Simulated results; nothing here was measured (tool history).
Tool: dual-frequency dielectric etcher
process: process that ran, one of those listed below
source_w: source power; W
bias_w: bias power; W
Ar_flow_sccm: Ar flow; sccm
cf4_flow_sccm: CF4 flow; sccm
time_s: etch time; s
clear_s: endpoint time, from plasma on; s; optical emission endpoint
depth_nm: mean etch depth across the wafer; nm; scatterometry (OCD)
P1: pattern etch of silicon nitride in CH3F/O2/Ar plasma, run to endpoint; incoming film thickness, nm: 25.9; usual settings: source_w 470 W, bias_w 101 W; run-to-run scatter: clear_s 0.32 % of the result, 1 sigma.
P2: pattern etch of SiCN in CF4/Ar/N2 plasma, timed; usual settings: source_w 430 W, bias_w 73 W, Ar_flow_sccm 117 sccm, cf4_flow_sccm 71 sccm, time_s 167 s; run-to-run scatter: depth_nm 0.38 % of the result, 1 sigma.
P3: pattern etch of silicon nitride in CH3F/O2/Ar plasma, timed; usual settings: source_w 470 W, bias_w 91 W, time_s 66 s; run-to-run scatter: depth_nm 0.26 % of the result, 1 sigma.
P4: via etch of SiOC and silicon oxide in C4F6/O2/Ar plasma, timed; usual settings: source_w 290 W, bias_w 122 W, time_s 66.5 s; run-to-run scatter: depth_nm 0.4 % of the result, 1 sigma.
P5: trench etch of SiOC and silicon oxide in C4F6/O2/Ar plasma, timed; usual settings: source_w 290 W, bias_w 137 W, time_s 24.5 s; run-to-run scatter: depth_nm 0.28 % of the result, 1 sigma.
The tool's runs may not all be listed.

run 1 hour=3.3 | process=P1 source_w=470 bias_w=101 | clear_s=30.947
run 2 hour=7 | process=P1 source_w=600 bias_w=131 | clear_s=25.68
run 3 hour=10.4 | process=P1 source_w=470 bias_w=137 | clear_s=27.514
run 4 hour=13.3 | process=P2 source_w=430 bias_w=73 Ar_flow_sccm=117 cf4_flow_sccm=71 time_s=244.5 | depth_nm=203.56
-- hour=15.3 bias power generator calibrated
run 5 hour=16.9 | process=P2 source_w=350 bias_w=73 Ar_flow_sccm=117 cf4_flow_sccm=71 time_s=167 | depth_nm=116.37
run 6 hour=19.9 | process=P2 source_w=430 bias_w=73 Ar_flow_sccm=117 cf4_flow_sccm=71 time_s=167 | depth_nm=138.63
run 7 hour=22.8 | process=P1 source_w=470 bias_w=101 | clear_s=30.922
run 8 hour=25.4 | process=P5 source_w=290 bias_w=137 time_s=24.5 | depth_nm=40.237
run 9 hour=28 | process=P3 source_w=470 bias_w=91 time_s=47.5 | depth_nm=38.451
run 10 hour=31.4 | process=P4 source_w=180 bias_w=122 time_s=66.5 | depth_nm=49.407
run 11 hour=33.8 | process=P5 source_w=290 bias_w=96 time_s=24.5 | depth_nm=36.263
run 12 hour=38.1 | process=P4 source_w=290 bias_w=122 time_s=89.5 | depth_nm=80.484
run 13 hour=43 | process=P1 source_w=630 bias_w=101 | clear_s=27.713
run 14 hour=46.6 | process=P3 source_w=470 bias_w=68 time_s=66 | depth_nm=48.354
run 15 hour=49.5 | process=P4 source_w=290 bias_w=122 time_s=66.5 | depth_nm=59.547
run 16 hour=52.8 | process=P1 source_w=470 bias_w=101 | clear_s=30.763
run 17 hour=55.8 | process=P5 source_w=290 bias_w=137 time_s=36.5 | depth_nm=60.211
run 18 hour=60.5 | process=P2 source_w=430 bias_w=73 Ar_flow_sccm=117 cf4_flow_sccm=95 time_s=167 | depth_nm=144.14
run 19 hour=64.3 | process=P1 source_w=650 bias_w=78 | clear_s=29.829
run 20 hour=67.7 | process=P2 source_w=430 bias_w=96 Ar_flow_sccm=117 cf4_flow_sccm=71 time_s=167 | depth_nm=153.61
run 21 hour=71.8 | process=P1 source_w=290 bias_w=101 | clear_s=37.046
run 22 hour=75.4 | process=P3 source_w=360 bias_w=91 time_s=66 | depth_nm=48.429
run 23 hour=78.4 | process=P1 source_w=470 bias_w=101 | clear_s=30.961
run 24 hour=83.4 | process=P1 source_w=470 bias_w=101 | clear_s=30.958
run 25 hour=86.8 | process=P4 source_w=290 bias_w=81 time_s=66.5 | depth_nm=52.812
run 26 hour=89.5 | process=P1 source_w=470 bias_w=68 | clear_s=35.485
run 27 hour=93.8 | process=P3 source_w=470 bias_w=91 time_s=66 | depth_nm=53.454
run 28 hour=97.1 | process=P3 source_w=470 bias_w=91 time_s=66 | depth_nm=53.387
run 29 hour=101.6 | process=P1 source_w=470 bias_w=101 | clear_s=30.737
run 30 hour=104.8 | process=P5 source_w=350 bias_w=137 time_s=24.5 | depth_nm=43.551
run 31 hour=107.3 | process=P2 source_w=430 bias_w=73 Ar_flow_sccm=161 cf4_flow_sccm=71 time_s=167 | depth_nm=131.48
run 32 hour=109.7 | process=P1 source_w=470 bias_w=101 | clear_s=31.095
run 33 hour=113.5 | process=P1 source_w=470 bias_w=101 | clear_s=30.864
run 34 hour=115.9 | process=P1 source_w=470 bias_w=101 | clear_s=30.53
run 35 hour=120 | process=P1 source_w=470 bias_w=101 | clear_s=30.472
run 36 hour=123.8 | process=P1 source_w=470 bias_w=101 | clear_s=30.46
run 37 hour=128.3 | process=P1 source_w=470 bias_w=101 | clear_s=30.456
run 38 hour=133.2 | process=P1 source_w=470 bias_w=101 | clear_s=30.584
-- hour=135.1 wet clean of the chamber
run 39 hour=136 | process=P1 source_w=470 bias_w=101 | clear_s=30.388
run 40 hour=140.5 | process=P1 source_w=470 bias_w=101 | clear_s=30.46
run 41 hour=145.2 | process=P1 source_w=470 bias_w=101 | clear_s=30.307

What P1 gives has crept away from where it was. These 2 causes fit the log equally well, each at the size given:
A: bias power that arrives over what is set, % = 4.55
B: source power that arrives over what is set, % = 4.45
The creep began at about hour 109.7.
Why every other cause is out:
chamber walls in a state that raises the etch rate, %: serviced at hour 135.1, which brought nothing back

4 check runs are offered, each on 2 wafers whose results are averaged, their results left as question marks. Which one tells the causes apart?
run check 1 hour=149.9 | process=P5 source_w=290 bias_w=137 time_s=36 | depth_nm=?
run check 2 hour=149.9 | process=P3 source_w=470 bias_w=74 time_s=66 | depth_nm=?
run check 3 hour=149.9 | process=P4 source_w=190 bias_w=122 time_s=66.5 | depth_nm=?
run check 4 hour=149.9 | process=P2 source_w=430 bias_w=96 Ar_flow_sccm=117 cf4_flow_sccm=71 time_s=167 | depth_nm=?

What each check would give under each cause:
check=check_1 result=depth_nm if_A=60.151 if_B=60.36
check=check_2 result=depth_nm if_A=50.452 if_B=50.519
check=check_3 result=depth_nm if_A=51.12 if_B=51.273
check=check_4 result=depth_nm if_A=155.81 if_B=159.13
How far apart the two closest causes lie, in the result that separates them most: check 1 0.35 %; check 2 0.13 %; check 3 0.3 %; check 4 2.11 %
Check 4 tells the causes apart: in the others they would give nearly the same result.

Then check 4 was run and gave: depth_nm 159.27 nm. Which cause is it?

It is B: source power that arrives over what is set, %.
